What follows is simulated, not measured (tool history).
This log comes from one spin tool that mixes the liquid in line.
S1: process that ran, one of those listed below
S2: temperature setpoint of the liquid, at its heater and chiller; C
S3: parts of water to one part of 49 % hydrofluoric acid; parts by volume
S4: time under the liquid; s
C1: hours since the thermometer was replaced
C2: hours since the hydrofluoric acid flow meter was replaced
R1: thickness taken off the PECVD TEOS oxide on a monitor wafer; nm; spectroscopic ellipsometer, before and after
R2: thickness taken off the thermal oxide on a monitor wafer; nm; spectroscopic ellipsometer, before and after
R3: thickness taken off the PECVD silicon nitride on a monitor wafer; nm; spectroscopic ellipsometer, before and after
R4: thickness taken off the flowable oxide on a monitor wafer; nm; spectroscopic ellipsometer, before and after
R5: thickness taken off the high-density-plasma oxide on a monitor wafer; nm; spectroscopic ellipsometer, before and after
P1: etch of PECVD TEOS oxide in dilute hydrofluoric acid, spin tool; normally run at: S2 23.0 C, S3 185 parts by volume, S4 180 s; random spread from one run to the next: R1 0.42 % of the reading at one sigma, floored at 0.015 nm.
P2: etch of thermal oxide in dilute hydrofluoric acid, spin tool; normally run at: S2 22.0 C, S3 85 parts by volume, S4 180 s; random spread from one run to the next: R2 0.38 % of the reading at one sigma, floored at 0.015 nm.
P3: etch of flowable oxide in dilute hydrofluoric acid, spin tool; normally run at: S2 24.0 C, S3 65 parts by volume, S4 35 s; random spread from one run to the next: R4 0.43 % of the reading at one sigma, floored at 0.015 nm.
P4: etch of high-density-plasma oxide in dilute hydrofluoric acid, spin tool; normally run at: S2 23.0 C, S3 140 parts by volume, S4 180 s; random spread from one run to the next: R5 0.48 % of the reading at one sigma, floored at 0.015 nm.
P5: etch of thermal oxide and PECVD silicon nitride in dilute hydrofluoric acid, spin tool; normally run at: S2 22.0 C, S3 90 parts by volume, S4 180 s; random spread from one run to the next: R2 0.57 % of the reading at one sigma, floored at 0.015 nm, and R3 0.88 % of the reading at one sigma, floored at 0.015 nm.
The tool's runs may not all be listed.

run   hour  S1    S2   S3   S4      C1     C2       R1       R2      R3       R4       R5
  1    3.4  P1  23.0  185  180   940.9  452.5  17.5940
  2    6.9  P2  22.0  140  180   944.4  456.0            5.3180
  3   10.9  P5  22.0   90  270   948.4  460.0           12.4940  4.5218
  4   13.5  P1  23.0  185   70   951.0  462.6   6.7815
  5   17.1  P1  23.0  185  180   954.6  466.2  17.4940
  6   21.2  P1  30.5  185  180   958.7  470.3  23.0510
  7   25.7  P3  24.0   30   35   963.2  474.8                            27.5840
  8   28.7  P4  17.0  140  180   966.2  477.8                                      9.9861
  9   31.0  P4  23.0  140   20   968.5  480.1                                      1.4067
 10   35.2  P4  23.0  140  180   972.7  484.3                                     12.6700
 11   38.7  P5  22.0   90  180   976.2  487.8            8.1329  3.0745
 12   43.5  P3  24.0   65   35   981.0  492.6                            12.1120
 13   48.2  P1  23.0  185  180   985.7  497.3  17.3300
 14   52.7  P1  23.0  185  180   990.2  501.8  17.3990
 15   57.2  P1  23.0  185  180   994.7  506.3  17.5090
 16   62.1  P1  23.0   90  180   999.6  511.2  39.9770
 17   67.3  P5  22.0  160  180  1004.8  516.4            4.2499  1.7316
 18   71.8  P1  23.0   90   55  1009.3  520.9  12.2270
 19   76.4  P3  30.5   65   35  1013.9  525.5                            15.7170
 20   79.4  P2  17.0   85  180  1016.9  528.5            7.6026
 21   82.8  P5  22.0   90  180  1020.3  531.9            8.1575  3.0031
 22   86.6  P1  23.0  310  180  1024.1  535.7   9.2111
 23   90.9  P1  23.0  185  180  1028.4  540.0  17.3820
 24   95.4  P3  24.0   65   35  1032.9  544.5                            12.1400
 25   99.9  P4  23.0   75  180  1037.4  549.0                                     25.8160
 26  104.0  P1  23.0  185  355  1041.5  553.1  34.4960
 27  107.5  P1  23.0  185  180  1045.0  556.6  17.3990
 28  110.0  P1  17.0  185  180  1047.5  559.1  13.7900
 29  113.7  P5  28.0   90  180  1051.2  562.8           10.3590  4.4646
     114.3  -- hydrofluoric acid flow meter replaced
 30  117.6  P4  23.0  140  180  1055.1    3.3                                     12.6670
 31  122.1  P2  22.0   85   35  1059.6    7.8            1.8071
 32  127.0  P3  24.0   65   20  1064.5   12.7                             6.9754
 33  130.3  P2  22.0   85  180  1067.8   16.0            9.3364
 34  133.2  P1  23.0  185  180  1070.7   18.9  17.3520
 35  136.9  P1  23.0  185  180  1074.4   22.6  16.8600
 36  141.3  P1  23.0  185  180  1078.8   27.0  16.4300
 37  146.3  P1  23.0  185  180  1083.8   32.0  16.3460
 38  151.0  P1  23.0  185  180  1088.5   36.7  16.1800
 39  154.1  P1  23.0  185  180  1091.6   39.8  16.0430
 40  156.5  P1  23.0  185  180  1094.0   42.2  16.1440
 41  159.9  P1  23.0  185  180  1097.4   45.6  16.0790
 42  164.0  P1  23.0  185  180  1101.5   49.7  15.9810
 43  166.6  P1  23.0  185  180  1104.1   52.3  16.1160
 44  170.7  P1  23.0  185  180  1108.2   56.4  16.0630

P1 no longer gives what it gave before; its output has crept away from where it was. The following 2 causes, each at its listed size, fit the log equally well:
A: hydrofluoric acid flow below the setpoint (%) = 6.9
B: liquid colder than its thermometer reads (K) = 2.26
The gradual shift began around hour 133.2.

4 check runs are offered, one wafer each, their results left as question marks. Which one tells the causes apart?
check 1  174.8  P2  22.0  115   70               ?
check 2  174.8  P4  17.5  140  180                           ?
check 3  174.8  P5  22.0  115  265               ?   ?
check 4  174.8  P3  29.5   65   35                       ?

If the cause were each of the candidates in turn, the checks would give the following:
  check  result     if A     if B
check 1      R2   2.3880   2.3641
check 2      R5   9.4226   9.3105
check 3      R2   8.4889   8.4042
check 3      R3   3.2752   3.0183
check 4      R4  13.9740  13.8350
Distance between the nearest two causes, measured in the result of the check that separates them most: check 1 1 %; check 2 1.2 %; check 3 8.17 %; check 4 1 %
The causes can be told apart only by check 3. The other checks would give nearly the same results under each of them.

Check 3 was carried out, with these results: R2 8.4285 nm; R3 2.9990 nm. Which of the listed causes is responsible?

It is B: liquid colder than its thermometer reads (K).
